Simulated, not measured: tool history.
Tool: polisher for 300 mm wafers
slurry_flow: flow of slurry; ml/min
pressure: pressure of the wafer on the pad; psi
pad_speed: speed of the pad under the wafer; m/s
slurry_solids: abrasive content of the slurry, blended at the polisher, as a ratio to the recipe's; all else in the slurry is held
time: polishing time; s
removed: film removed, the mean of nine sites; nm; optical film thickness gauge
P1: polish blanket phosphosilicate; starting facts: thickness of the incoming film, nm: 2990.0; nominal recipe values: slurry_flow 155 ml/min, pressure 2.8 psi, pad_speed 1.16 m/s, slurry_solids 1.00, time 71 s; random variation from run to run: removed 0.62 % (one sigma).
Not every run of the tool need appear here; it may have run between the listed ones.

| run | hour | slurry_flow | pressure | pad_speed | slurry_solids | time | wafers polished on this pad | hours since the slurry nozzle was cleaned | hours since the head pressure was calibrated | hours since the slurry blender was calibrated | hours since the conditioning disc was replaced | removed |
|---|---|---|---|---|---|---|---|---|---|---|---|---|
| 1 | 7.9 | 155 | 2.8 | 1.16 | 1.00 | 71 | 473 | 371.1 | 448.6 | 227.7 | 302.9 | 534.58 |
| 2 | 16.6 | 155 | 2.8 | 0.70 | 1.00 | 45 | 547 | 379.8 | 457.3 | 236.4 | 311.6 | 228.44 |
| 3 | 24.1 | 155 | 2.8 | 1.16 | 1.50 | 71 | 610 | 387.3 | 464.8 | 243.9 | 319.1 | 633.63 |
| 4 | 31.7 | 155 | 2.8 | 0.52 | 1.00 | 71 | 674 | 394.9 | 472.4 | 251.5 | 326.7 | 284.64 |
| 5 | 37.9 | 105 | 2.8 | 1.16 | 1.00 | 71 | 727 | 401.1 | 478.6 | 257.7 | 332.9 | 496.70 |
| 6 | 44.1 | 155 | 2.8 | 1.16 | 1.00 | 71 | 779 | 407.3 | 484.8 | 263.9 | 339.1 | 531.19 |
| 7 | 54.0 | 155 | 2.8 | 1.16 | 1.00 | 106 | 863 | 417.2 | 494.7 | 273.8 | 349.0 | 810.28 |
| 8 | 62.0 | 155 | 2.8 | 1.16 | 0.55 | 71 | 930 | 425.2 | 502.7 | 281.8 | 357.0 | 396.91 |
| 9 | 69.4 | 155 | 1.8 | 1.16 | 1.00 | 71 | 993 | 432.6 | 510.1 | 289.2 | 364.4 | 344.23 |
| 10 | 78.8 | 155 | 2.8 | 1.16 | 1.00 | 71 | 1072 | 442.0 | 519.5 | 298.6 | 373.8 | 540.34 |
| 11 | 87.0 | 155 | 2.8 | 1.16 | 1.00 | 32 | 1141 | 450.2 | 527.7 | 306.8 | 382.0 | 242.95 |
| 12 | 96.3 | 155 | 2.8 | 1.82 | 1.00 | 71 | 1220 | 459.5 | 537.0 | 316.1 | 391.3 | 771.06 |
| 13 | 108.5 | 155 | 2.8 | 1.16 | 1.00 | 71 | 1323 | 471.7 | 549.2 | 328.3 | 403.5 | 534.60 |
| 14 | 115.8 | 155 | 4.4 | 1.16 | 1.00 | 71 | 1385 | 479.0 | 556.5 | 335.6 | 410.8 | 847.06 |
| 15 | 121.8 | 220 | 2.8 | 1.16 | 1.00 | 71 | 1435 | 485.0 | 562.5 | 341.6 | 416.8 | 561.02 |
| 16 | 127.4 | 155 | 2.8 | 1.16 | 1.45 | 109 | 1483 | 490.6 | 568.1 | 347.2 | 422.4 | 948.82 |
| 17 | 136.6 | 155 | 2.8 | 1.16 | 1.00 | 71 | 1560 | 499.8 | 577.3 | 356.4 | 431.6 | 538.79 |
| 18 | 142.6 | 155 | 2.8 | 1.16 | 1.00 | 71 | 1611 | 505.8 | 583.3 | 362.4 | 437.6 | 522.40 |
| 19 | 154.0 | 155 | 2.8 | 1.16 | 1.00 | 71 | 1707 | 517.2 | 594.7 | 373.8 | 449.0 | 497.76 |
|  | 164.0 | slurry nozzle cleaned |
| 20 | 165.0 | 155 | 2.8 | 1.16 | 1.00 | 71 | 1800 | 1.0 | 605.7 | 384.8 | 460.0 | 480.58 |
|  | 171.4 | head pressure recalibrated |
| 21 | 173.3 | 155 | 2.8 | 1.16 | 1.00 | 71 | 1870 | 9.3 | 1.9 | 393.1 | 468.3 | 479.08 |
| 22 | 178.9 | 155 | 2.8 | 1.16 | 1.00 | 71 | 1918 | 14.9 | 7.5 | 398.7 | 473.9 | 469.74 |
| 23 | 185.8 | 155 | 2.8 | 1.16 | 1.00 | 71 | 1976 | 21.8 | 14.4 | 405.6 | 480.8 | 471.16 |
| 24 | 191.8 | 155 | 2.8 | 1.16 | 1.00 | 71 | 2027 | 27.8 | 20.4 | 411.6 | 486.8 | 467.84 |
|  | 193.7 | conditioning disc replaced and pad reconditioned |
| 25 | 201.6 | 155 | 2.8 | 1.16 | 1.00 | 71 | 2109 | 37.6 | 30.2 | 421.4 | 8.0 | 470.05 |
| 26 | 207.2 | 155 | 2.8 | 1.16 | 1.00 | 71 | 2157 | 43.2 | 35.8 | 427.0 | 13.6 | 468.99 |

Run 27 is up next; what results do you expect?
| 27 | 213.2 | 155 | 2.8 | 1.16 | 1.00 | 71 | 2207 | 49.2 | 41.8 | 433.0 | 19.6 | ? |

{"run 27": {"removed": 467.7}}
